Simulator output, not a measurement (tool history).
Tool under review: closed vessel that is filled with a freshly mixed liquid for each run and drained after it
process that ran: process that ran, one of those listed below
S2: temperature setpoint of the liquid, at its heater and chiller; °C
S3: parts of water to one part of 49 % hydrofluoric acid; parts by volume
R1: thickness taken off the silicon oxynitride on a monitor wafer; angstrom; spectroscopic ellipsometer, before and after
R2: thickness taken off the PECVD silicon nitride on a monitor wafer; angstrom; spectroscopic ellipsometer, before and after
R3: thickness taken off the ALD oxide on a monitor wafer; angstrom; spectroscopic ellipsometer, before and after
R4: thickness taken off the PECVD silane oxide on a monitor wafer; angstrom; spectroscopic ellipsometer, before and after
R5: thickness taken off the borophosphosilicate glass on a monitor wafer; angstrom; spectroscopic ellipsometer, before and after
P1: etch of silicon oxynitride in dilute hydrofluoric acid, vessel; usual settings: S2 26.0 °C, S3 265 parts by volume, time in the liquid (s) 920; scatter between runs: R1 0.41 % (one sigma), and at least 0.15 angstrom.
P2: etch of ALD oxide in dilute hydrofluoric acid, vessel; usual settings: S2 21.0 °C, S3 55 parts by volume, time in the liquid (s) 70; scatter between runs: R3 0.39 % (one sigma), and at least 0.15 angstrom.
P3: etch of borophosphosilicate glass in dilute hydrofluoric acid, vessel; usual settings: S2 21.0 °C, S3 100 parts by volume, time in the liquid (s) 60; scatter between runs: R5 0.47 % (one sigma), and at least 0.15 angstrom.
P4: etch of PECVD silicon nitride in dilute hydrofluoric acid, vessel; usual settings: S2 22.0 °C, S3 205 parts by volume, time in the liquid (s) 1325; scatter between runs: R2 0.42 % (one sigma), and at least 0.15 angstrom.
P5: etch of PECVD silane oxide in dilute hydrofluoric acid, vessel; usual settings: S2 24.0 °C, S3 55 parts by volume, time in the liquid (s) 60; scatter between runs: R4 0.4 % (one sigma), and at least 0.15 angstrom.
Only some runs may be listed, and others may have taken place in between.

{"run": 1, "hour": 14.9, "process that ran": "P1", "S2": 26.0, "S3": 265, "time in the liquid (s)": 920, "R1": 106.83}
{"run": 2, "hour": 27.1, "process that ran": "P1", "S2": 31.5, "S3": 265, "time in the liquid (s)": 920, "R1": 133.75}
{"run": 3, "hour": 36.0, "process that ran": "P1", "S2": 26.0, "S3": 265, "time in the liquid (s)": 1740, "R1": 202.1}
{"run": 4, "hour": 48.3, "process that ran": "P4", "S2": 22.0, "S3": 205, "time in the liquid (s)": 1990, "R2": 189.11}
{"run": 5, "hour": 58.6, "process that ran": "P4", "S2": 22.0, "S3": 205, "time in the liquid (s)": 1325, "R2": 126.15}
{"run": 6, "hour": 67.1, "process that ran": "P1", "S2": 26.0, "S3": 65, "time in the liquid (s)": 1665, "R1": 931.29}
{"run": 7, "hour": 80.2, "process that ran": "P2", "S2": 21.0, "S3": 55, "time in the liquid (s)": 30, "R3": 98.24}
{"run": 8, "hour": 97.9, "process that ran": "P1", "S2": 26.0, "S3": 265, "time in the liquid (s)": 920, "R1": 106.54}
{"run": 9, "hour": 109.9, "process that ran": "P2", "S2": 21.0, "S3": 20, "time in the liquid (s)": 70, "R3": 658.45}
{"run": 10, "hour": 118.9, "process that ran": "P2", "S2": 28.5, "S3": 55, "time in the liquid (s)": 70, "R3": 310.34}
{"run": 11, "hour": 137.6, "process that ran": "P5", "S2": 24.0, "S3": 55, "time in the liquid (s)": 60, "R4": 345.43}
{"run": 12, "hour": 152.5, "process that ran": "P5", "S2": 17.5, "S3": 55, "time in the liquid (s)": 60, "R4": 261.15}
{"run": 13, "hour": 169.4, "process that ran": "P3", "S2": 21.0, "S3": 100, "time in the liquid (s)": 30, "R5": 137.62}
{"run": 14, "hour": 187.7, "process that ran": "P3", "S2": 21.0, "S3": 100, "time in the liquid (s)": 60, "R5": 276.78}
{"run": 15, "hour": 203.1, "process that ran": "P1", "S2": 21.0, "S3": 265, "time in the liquid (s)": 920, "R1": 85.32}
{"run": 16, "hour": 213.1, "process that ran": "P1", "S2": 26.0, "S3": 365, "time in the liquid (s)": 920, "R1": 71.455}
{"run": 17, "hour": 224.3, "process that ran": "P1", "S2": 26.0, "S3": 265, "time in the liquid (s)": 920, "R1": 107.05}
{"run": 18, "hour": 234.2, "process that ran": "P5", "S2": 24.0, "S3": 55, "time in the liquid (s)": 60, "R4": 344.97}
{"run": 19, "hour": 246.5, "process that ran": "P5", "S2": 24.0, "S3": 55, "time in the liquid (s)": 30, "R4": 171.63}
{"run": 20, "hour": 260.0, "process that ran": "P3", "S2": 26.5, "S3": 100, "time in the liquid (s)": 60, "R5": 345.41}
{"run": 21, "hour": 272.3, "process that ran": "P1", "S2": 26.0, "S3": 265, "time in the liquid (s)": 920, "R1": 107.49}
{"run": 22, "hour": 290.2, "process that ran": "P4", "S2": 17.0, "S3": 205, "time in the liquid (s)": 1325, "R2": 90.285}

Estimate the outcome of run 23 from the log above:
{"run": 23, "hour": 302.5, "process that ran": "P3", "S2": 21.0, "S3": 100, "time in the liquid (s)": 60, "R5": "?"}

{"run 23": {"R5": 276.46}}

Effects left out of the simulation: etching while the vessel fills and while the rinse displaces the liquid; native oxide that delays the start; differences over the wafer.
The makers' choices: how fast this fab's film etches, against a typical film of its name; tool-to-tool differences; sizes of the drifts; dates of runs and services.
